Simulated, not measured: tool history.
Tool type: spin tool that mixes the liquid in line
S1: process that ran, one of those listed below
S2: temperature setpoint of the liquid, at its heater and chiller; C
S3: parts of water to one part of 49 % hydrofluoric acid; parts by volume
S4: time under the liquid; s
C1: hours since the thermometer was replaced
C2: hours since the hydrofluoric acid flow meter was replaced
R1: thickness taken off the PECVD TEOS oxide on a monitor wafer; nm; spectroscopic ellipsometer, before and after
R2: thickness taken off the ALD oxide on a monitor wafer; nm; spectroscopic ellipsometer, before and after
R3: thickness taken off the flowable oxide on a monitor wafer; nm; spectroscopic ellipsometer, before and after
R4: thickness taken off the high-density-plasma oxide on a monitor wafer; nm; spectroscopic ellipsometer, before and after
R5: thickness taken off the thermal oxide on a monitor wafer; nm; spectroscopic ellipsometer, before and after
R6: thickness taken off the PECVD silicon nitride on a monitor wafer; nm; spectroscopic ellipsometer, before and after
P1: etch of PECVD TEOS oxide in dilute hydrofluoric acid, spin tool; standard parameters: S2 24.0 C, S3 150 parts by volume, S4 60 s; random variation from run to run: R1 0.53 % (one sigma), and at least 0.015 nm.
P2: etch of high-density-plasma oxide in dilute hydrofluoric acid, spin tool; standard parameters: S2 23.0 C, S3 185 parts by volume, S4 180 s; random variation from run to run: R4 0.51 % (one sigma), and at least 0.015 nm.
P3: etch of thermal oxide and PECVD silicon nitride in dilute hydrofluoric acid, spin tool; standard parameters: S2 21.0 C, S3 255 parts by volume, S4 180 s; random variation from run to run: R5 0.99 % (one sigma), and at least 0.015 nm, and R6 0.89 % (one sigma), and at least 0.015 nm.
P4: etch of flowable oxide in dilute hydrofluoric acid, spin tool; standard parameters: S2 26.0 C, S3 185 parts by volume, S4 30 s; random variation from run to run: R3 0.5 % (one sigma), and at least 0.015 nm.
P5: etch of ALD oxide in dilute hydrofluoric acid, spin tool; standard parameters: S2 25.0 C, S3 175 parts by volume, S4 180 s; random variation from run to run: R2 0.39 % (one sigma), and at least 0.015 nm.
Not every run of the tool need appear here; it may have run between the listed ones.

run,hour,S1,S2,S3,S4,C1,C2,R1,R2,R3,R4,R5,R6
1,15.5,P1,24.0,150,60,439.5,1309.7,6.8279,,,,,
2,27.2,P1,24.0,150,115,451.2,1321.4,13.1960,,,,,
3,41.4,P5,25.0,175,290,465.4,1335.6,,15.7180,,,,
4,53.6,P1,24.0,150,60,477.6,1347.8,6.7780,,,,,
5,63.9,P1,24.0,150,60,487.9,1358.1,6.8543,,,,,
6,75.6,P5,25.0,50,180,499.6,1369.8,,39.6730,,,,
7,89.3,P4,26.0,35,30,513.3,1383.5,,,38.7780,,,
8,98.9,P4,20.0,185,30,522.9,1393.1,,,4.8301,,,
9,107.5,P2,23.0,185,15,531.5,1401.7,,,,0.4404,,
10,116.0,P1,24.0,150,25,540.0,1410.2,2.8346,,,,,
11,127.1,P1,31.5,150,60,551.1,1421.3,9.0856,,,,,
12,137.9,P5,25.0,175,180,561.9,1432.1,,9.6848,,,,
13,146.5,P3,21.0,255,180,570.5,1440.7,,,,,2.30740,2.56780
14,159.2,P1,24.0,255,60,583.2,1453.4,3.5837,,,,,
15,173.4,P3,21.0,255,50,597.4,1467.6,,,,,0.63549,0.69464
16,182.6,P1,29.0,65,60,606.6,1476.8,21.4420,,,,,
17,193.1,P4,26.0,185,15,617.1,1487.3,,,3.0786,,,
18,201.2,P3,28.5,255,180,625.2,1495.4,,,,,2.98900,4.20690
19,217.8,P1,17.0,150,60,641.8,1512.0,5.1366,,,,,
20,229.0,P1,24.0,45,60,653.0,1523.2,25.9470,,,,,
21,243.0,P1,24.0,150,60,667.0,1537.2,6.8709,,,,,
22,254.2,P1,17.0,150,15,678.2,1548.4,1.2795,,,,,
23,266.0,P4,26.0,185,30,690.0,1560.2,,,6.1247,,,
24,281.3,P2,30.5,185,180,705.3,1575.5,,,,6.9786,,
25,296.1,P1,28.0,235,60,720.1,1590.3,4.5963,,,,,

Run 26 is up next; what results do you expect?
26,307.7,P3,21.0,255,180,731.7,1601.9,,,,,?,?

{"run 26": {"R5": 2.2961, "R6": 2.5597}}
